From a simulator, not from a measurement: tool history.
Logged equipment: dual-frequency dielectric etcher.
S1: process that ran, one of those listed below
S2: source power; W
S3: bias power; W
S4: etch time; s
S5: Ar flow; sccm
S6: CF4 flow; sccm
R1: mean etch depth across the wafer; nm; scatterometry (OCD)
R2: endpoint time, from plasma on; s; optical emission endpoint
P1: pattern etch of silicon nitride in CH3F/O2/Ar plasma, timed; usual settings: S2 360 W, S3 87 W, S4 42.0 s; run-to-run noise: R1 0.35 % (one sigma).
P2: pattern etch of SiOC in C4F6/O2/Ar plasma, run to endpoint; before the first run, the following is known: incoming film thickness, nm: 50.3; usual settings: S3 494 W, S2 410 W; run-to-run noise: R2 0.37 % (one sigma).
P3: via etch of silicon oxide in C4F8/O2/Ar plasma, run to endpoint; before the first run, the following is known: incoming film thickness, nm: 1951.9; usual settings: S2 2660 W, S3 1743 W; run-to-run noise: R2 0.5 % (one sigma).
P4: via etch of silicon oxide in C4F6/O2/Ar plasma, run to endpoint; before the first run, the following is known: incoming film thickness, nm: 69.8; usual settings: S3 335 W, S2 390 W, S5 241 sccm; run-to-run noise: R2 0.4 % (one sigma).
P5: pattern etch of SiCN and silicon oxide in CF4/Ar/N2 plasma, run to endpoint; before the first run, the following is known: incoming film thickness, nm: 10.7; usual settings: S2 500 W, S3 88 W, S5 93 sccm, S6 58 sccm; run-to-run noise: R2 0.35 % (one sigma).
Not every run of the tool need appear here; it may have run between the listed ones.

{"run": 1, "day": 0.167, "S1": "P1", "S2": 360, "S3": 87, "S4": 42.0, "R1": 30.498}
{"run": 2, "day": 0.4, "S1": "P1", "S2": 360, "S3": 87, "S4": 42.0, "R1": 30.437}
{"run": 3, "day": 0.667, "S1": "P5", "S2": 500, "S3": 88, "S5": 93, "S6": 58, "R2": 11.049}
{"day": 0.779, "done": "source power generator calibrated"}
{"run": 4, "day": 0.867, "S1": "P1", "S2": 230, "S3": 73, "S4": 42.0, "R1": 24.112}
{"run": 5, "day": 1.162, "S1": "P2", "S2": 260, "S3": 494, "R2": 20.264}
{"run": 6, "day": 1.392, "S1": "P1", "S2": 450, "S3": 103, "S4": 42.0, "R1": 35.027}
{"run": 7, "day": 1.642, "S1": "P1", "S2": 360, "S3": 87, "S4": 24.5, "R1": 17.655}
{"run": 8, "day": 1.808, "S1": "P5", "S2": 500, "S3": 59, "S5": 93, "S6": 58, "R2": 12.518}
{"run": 9, "day": 2.029, "S1": "P5", "S2": 500, "S3": 88, "S5": 56, "S6": 58, "R2": 10.255}
{"run": 10, "day": 2.296, "S1": "P1", "S2": 360, "S3": 61, "S4": 30.5, "R1": 19.415}
{"run": 11, "day": 2.546, "S1": "P3", "S2": 2660, "S3": 1743, "R2": 358.98}
{"run": 12, "day": 2.738, "S1": "P4", "S2": 220, "S3": 335, "S5": 241, "R2": 21.588}
{"run": 13, "day": 2.921, "S1": "P1", "S2": 500, "S3": 87, "S4": 42.0, "R1": 34.32}
{"run": 14, "day": 3.1, "S1": "P1", "S2": 360, "S3": 57, "S4": 42.0, "R1": 26.217}
{"run": 15, "day": 3.45, "S1": "P3", "S2": 2050, "S3": 1743, "R2": 392.27}
{"run": 16, "day": 3.733, "S1": "P2", "S2": 410, "S3": 494, "R2": 17.134}
{"run": 17, "day": 3.908, "S1": "P5", "S2": 390, "S3": 88, "S5": 93, "S6": 58, "R2": 13.68}
{"run": 18, "day": 4.088, "S1": "P5", "S2": 500, "S3": 88, "S5": 93, "S6": 36, "R2": 11.744}
{"run": 19, "day": 4.325, "S1": "P1", "S2": 360, "S3": 87, "S4": 42.0, "R1": 30.384}
{"run": 20, "day": 4.55, "S1": "P2", "S2": 410, "S3": 396, "R2": 18.59}
{"run": 21, "day": 4.738, "S1": "P5", "S2": 500, "S3": 88, "S5": 93, "S6": 58, "R2": 10.967}
{"run": 22, "day": 4.938, "S1": "P3", "S2": 2660, "S3": 2327, "R2": 328.48}
{"run": 23, "day": 5.196, "S1": "P1", "S2": 360, "S3": 113, "S4": 42.0, "R1": 33.414}
{"run": 24, "day": 5.504, "S1": "P4", "S2": 390, "S3": 335, "S5": 196, "R2": 16.943}
{"run": 25, "day": 5.683, "S1": "P1", "S2": 360, "S3": 87, "S4": 55.5, "R1": 40.13}
{"run": 26, "day": 6.0, "S1": "P4", "S2": 390, "S3": 464, "S5": 241, "R2": 15.412}
{"run": 27, "day": 6.229, "S1": "P1", "S2": 360, "S3": 87, "S4": 42.0, "R1": 30.295}
{"run": 28, "day": 6.475, "S1": "P4", "S2": 390, "S3": 335, "S5": 241, "R2": 17.498}
{"run": 29, "day": 6.721, "S1": "P1", "S2": 230, "S3": 87, "S4": 42.0, "R1": 25.797}
{"run": 30, "day": 7.029, "S1": "P1", "S2": 360, "S3": 87, "S4": 42.0, "R1": 30.289}
{"run": 31, "day": 7.329, "S1": "P1", "S2": 360, "S3": 87, "S4": 42.0, "R1": 30.148}
{"run": 32, "day": 7.662, "S1": "P1", "S2": 360, "S3": 87, "S4": 42.0, "R1": 29.844}
{"run": 33, "day": 7.958, "S1": "P1", "S2": 360, "S3": 87, "S4": 42.0, "R1": 29.925}
{"day": 8.0, "done": "wet clean of the chamber"}
{"run": 34, "day": 8.304, "S1": "P1", "S2": 360, "S3": 87, "S4": 42.0, "R1": 29.892}
{"run": 35, "day": 8.575, "S1": "P1", "S2": 360, "S3": 87, "S4": 42.0, "R1": 29.85}
{"run": 36, "day": 8.825, "S1": "P1", "S2": 360, "S3": 87, "S4": 42.0, "R1": 29.714}
{"run": 37, "day": 9.138, "S1": "P1", "S2": 360, "S3": 87, "S4": 42.0, "R1": 29.983}
{"run": 38, "day": 9.392, "S1": "P1", "S2": 360, "S3": 87, "S4": 42.0, "R1": 29.892}

The log shows P1 creeping away from where it was. Any of the 2 causes listed here, at the size stated for it, fits the log just as well as the others:
A: source power that arrives under what is set, % = 4.61
B: bias power that arrives under what is set, % = 4.82
The process output started creeping at around day 7.029.
What rules out each remaining cause:
chamber walls in a state that lowers the etch rate, %: serviced at day 8.000, which brought nothing back

Which of the check runs below tells the causes apart, meaning the causes would give it clearly different results? Each run uses 2 wafers whose results are averaged, and each result is shown as a question mark.
{"run": "check 1", "day": 9.646, "S1": "P3", "S2": 2660, "S3": 1743, "R2": "?"}
{"run": "check 2", "day": 9.646, "S1": "P4", "S2": 390, "S3": 335, "S5": 241, "R2": "?"}
{"run": "check 3", "day": 9.646, "S1": "P5", "S2": 500, "S3": 88, "S5": 93, "S6": 58, "R2": "?"}
{"run": "check 4", "day": 9.646, "S1": "P2", "S2": 410, "S3": 494, "R2": "?"}

How each check would come out, cause by cause:
check=check_1 result=R2 if_A=364.780 if_B=362.660
check=check_2 result=R2 if_A=17.713 if_B=17.706
check=check_3 result=R2 if_A=11.487 if_B=11.216
check=check_4 result=R2 if_A=17.408 if_B=17.424
How far apart the two closest causes lie, in the result that separates them most: check 1 0.58 %; check 2 0.04 %; check 3 2.39 %; check 4 0.09 %
Check 3 distinguishes between the causes, while the remaining checks would return nearly the same result for all of them.

Then check 3 was run and gave: R2 11.479 s. Which cause is it?

Of the candidate causes, it is A: source power that arrives under what is set, %.
